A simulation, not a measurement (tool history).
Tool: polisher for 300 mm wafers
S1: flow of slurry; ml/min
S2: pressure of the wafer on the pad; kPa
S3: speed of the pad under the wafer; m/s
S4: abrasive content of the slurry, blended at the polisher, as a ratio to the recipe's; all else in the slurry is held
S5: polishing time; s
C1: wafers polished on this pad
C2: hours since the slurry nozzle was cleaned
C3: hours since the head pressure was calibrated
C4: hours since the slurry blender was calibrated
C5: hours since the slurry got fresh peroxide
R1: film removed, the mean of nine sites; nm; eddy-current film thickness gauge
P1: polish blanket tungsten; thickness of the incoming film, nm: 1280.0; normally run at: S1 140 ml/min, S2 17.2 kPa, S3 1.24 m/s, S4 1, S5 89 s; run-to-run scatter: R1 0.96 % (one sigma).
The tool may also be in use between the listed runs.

run 1 day=0.408 | S1=140 S2=17.2 S3=1.24 S4=1 S5=89 | C1=204 C2=530.5 C3=400.4 C4=153.2 C5=41.1 | R1=290.78
run 2 day=0.796 | S1=140 S2=25.5 S3=1.24 S4=1 S5=89 | C1=302 C2=539.8 C3=409.7 C4=162.5 C5=50.4 | R1=428.25
run 3 day=1.146 | S1=215 S2=17.2 S3=1.24 S4=1 S5=89 | C1=390 C2=548.2 C3=418.1 C4=170.9 C5=58.8 | R1=314.49
run 4 day=1.588 | S1=140 S2=17.2 S3=1.24 S4=1 S5=113 | C1=502 C2=558.8 C3=428.7 C4=181.5 C5=69.4 | R1=367.1
run 5 day=1.883 | S1=140 S2=7.6 S3=1.24 S4=1 S5=89 | C1=576 C2=565.9 C3=435.8 C4=188.6 C5=76.5 | R1=128.79
run 6 day=2.258 | S1=140 S2=17.2 S3=1.24 S4=1 S5=89 | C1=671 C2=574.9 C3=444.8 C4=197.6 C5=85.5 | R1=292.98
run 7 day=2.554 | S1=140 S2=17.2 S3=1.24 S4=1 S5=47 | C1=746 C2=582 C3=451.9 C4=204.7 C5=92.6 | R1=154.27
run 8 day=2.958 | S1=140 S2=17.2 S3=1.24 S4=1 S5=89 | C1=848 C2=591.7 C3=461.6 C4=214.4 C5=102.3 | R1=290.4
run 9 day=3.396 | S1=140 S2=17.2 S3=1.24 S4=1 S5=89 | C1=959 C2=602.2 C3=472.1 C4=224.9 C5=112.8 | R1=292.17
run 10 day=3.762 | S1=140 S2=17.2 S3=1.92 S4=1 S5=89 | C1=1051 C2=611 C3=480.9 C4=233.7 C5=121.6 | R1=455.28
run 11 day=4.162 | S1=140 S2=17.2 S3=1.24 S4=1 S5=89 | C1=1152 C2=620.6 C3=490.5 C4=243.3 C5=131.2 | R1=296.9
run 12 day=4.45 | S1=95 S2=17.2 S3=1.24 S4=1 S5=89 | C1=1225 C2=627.5 C3=497.4 C4=250.2 C5=138.1 | R1=266.43
run 13 day=4.892 | S1=140 S2=17.2 S3=1.24 S4=1 S5=89 | C1=1337 C2=638.1 C3=508 C4=260.8 C5=148.7 | R1=293.32
run 14 day=5.4 | S1=140 S2=17.2 S3=1.24 S4=1.5 S5=89 | C1=1465 C2=650.3 C3=520.2 C4=273 C5=160.9 | R1=324.36
run 15 day=5.817 | S1=140 S2=17.2 S3=1.24 S4=0.7 S5=89 | C1=1570 C2=660.3 C3=530.2 C4=283 C5=170.9 | R1=271.85
run 16 day=6.158 | S1=95 S2=17.2 S3=1.82 S4=1 S5=89 | C1=1657 C2=668.5 C3=538.4 C4=291.2 C5=179.1 | R1=402.03
run 17 day=6.412 | S1=140 S2=17.2 S3=1.24 S4=1 S5=89 | C1=1721 C2=674.6 C3=544.5 C4=297.3 C5=185.2 | R1=293.04
run 18 day=6.821 | S1=140 S2=17.2 S3=0.62 S4=1 S5=89 | C1=1824 C2=684.4 C3=554.3 C4=307.1 C5=195 | R1=144.44
run 19 day=7.108 | S1=140 S2=17.2 S3=1.24 S4=1 S5=89 | C1=1897 C2=691.3 C3=561.2 C4=314 C5=201.9 | R1=293.16
run 20 day=7.467 | S1=140 S2=17.2 S3=1.24 S4=1 S5=89 | C1=1987 C2=699.9 C3=569.8 C4=322.6 C5=210.5 | R1=287.72
run 21 day=7.846 | S1=140 S2=17.2 S3=1.24 S4=1 S5=89 | C1=2083 C2=709 C3=578.9 C4=331.7 C5=219.6 | R1=276.64
-- day=8.238 head pressure recalibrated
run 22 day=8.262 | S1=140 S2=17.2 S3=1.24 S4=1 S5=89 | C1=2188 C2=719 C3=0.7 C4=341.7 C5=229.6 | R1=268.27
run 23 day=8.554 | S1=140 S2=17.2 S3=1.24 S4=1 S5=89 | C1=2262 C2=726 C3=7.7 C4=348.7 C5=236.6 | R1=269.11
-- day=8.708 worn pad replaced by a new one
run 24 day=8.85 | S1=140 S2=17.2 S3=1.24 S4=1 S5=89 | C1=36 C2=733.1 C3=14.8 C4=355.8 C5=243.7 | R1=264.68
-- day=8.883 slurry blender recalibrated
run 25 day=9.229 | S1=140 S2=17.2 S3=1.24 S4=1 S5=89 | C1=132 C2=742.2 C3=23.9 C4=8.3 C5=252.8 | R1=265.72
run 26 day=9.558 | S1=140 S2=17.2 S3=1.24 S4=1 S5=89 | C1=215 C2=750.1 C3=31.8 C4=16.2 C5=260.7 | R1=263.93

What P1 gives has crept away from where it was. These 2 causes fit the log equally well, each at the size given:
A: slurry flow missing at the pad, % = 37.1
B: peroxide lost from the slurry, % = 23.7
The creep began at about day 7.108.
Why every other cause is out:
removal rate lost through wear of the pad, %: serviced at day 8.708, which brought nothing back
head's pressure below its setpoint, %: serviced at day 8.238, which brought nothing back
abrasive missing from the slurry, %: serviced at day 8.883, which brought nothing back

4 check runs are offered, each on 5 wafers whose results are averaged, their results left as question marks. Which one tells the causes apart?
run check 1 day=9.888 | S1=140 S2=17.2 S3=0.68 S4=1.4 S5=89 | R1=?
run check 2 day=9.888 | S1=140 S2=7.6 S3=0.82 S4=1 S5=89 | R1=?
run check 3 day=9.888 | S1=215 S2=17.2 S3=1.24 S4=1.25 S5=89 | R1=?
run check 4 day=9.888 | S1=140 S2=17.2 S3=1.88 S4=1 S5=59 | R1=?

What each check would give under each cause:
check=check_1 result=R1 if_A=156.2 if_B=156.22
check=check_2 result=R1 if_A=76.439 if_B=76.448
check=check_3 result=R1 if_A=306.2 if_B=295.86
check=check_4 result=R1 if_A=264.04 if_B=264.07
How far apart the two closest causes lie, in the result that separates them most: check 1 0.01 %; check 2 0.01 %; check 3 3.43 %; check 4 0.01 %
Only check 3 tells the causes apart: in the others they would give nearly the same result.

Check 3 was then run and gave: R1 305.03 nm. Which cause is it?

It is A: slurry flow missing at the pad, %.
